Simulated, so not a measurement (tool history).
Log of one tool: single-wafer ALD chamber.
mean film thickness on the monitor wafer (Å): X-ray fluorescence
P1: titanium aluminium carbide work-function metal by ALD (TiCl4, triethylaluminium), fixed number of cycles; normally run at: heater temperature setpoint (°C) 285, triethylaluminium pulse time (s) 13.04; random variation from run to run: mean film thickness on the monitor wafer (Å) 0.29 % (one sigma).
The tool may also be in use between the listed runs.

| run | day | heater temperature setpoint (°C) | triethylaluminium pulse time (s) | mean film thickness on the monitor wafer (Å) |
|---|---|---|---|---|
| 1 | 0.729 | 285 | 13.04 | 19.317 |
| 2 | 1.192 | 285 | 13.04 | 19.254 |
| 3 | 1.750 | 285 | 13.04 | 19.311 |
| 4 | 2.088 | 285 | 18.06 | 19.503 |
| 5 | 2.488 | 285 | 6.37 | 17.298 |
| 6 | 2.975 | 310 | 13.04 | 21.573 |
| 7 | 3.504 | 285 | 13.04 | 19.253 |
| 8 | 4.212 | 262 | 9.46 | 16.917 |
| 9 | 4.700 | 260 | 13.04 | 17.121 |
|  | 5.150 | thermocouple changed; heater temperature recalibrated |
| 10 | 5.412 | 285 | 13.04 | 19.233 |
| 11 | 5.792 | 285 | 13.04 | 19.237 |
| 12 | 6.417 | 270 | 16.64 | 17.971 |

Forecast run 13:
| 13 | 7.142 | 285 | 13.04 | ? |

{"run 13": {"mean film thickness on the monitor wafer (Å)": 19.293}}
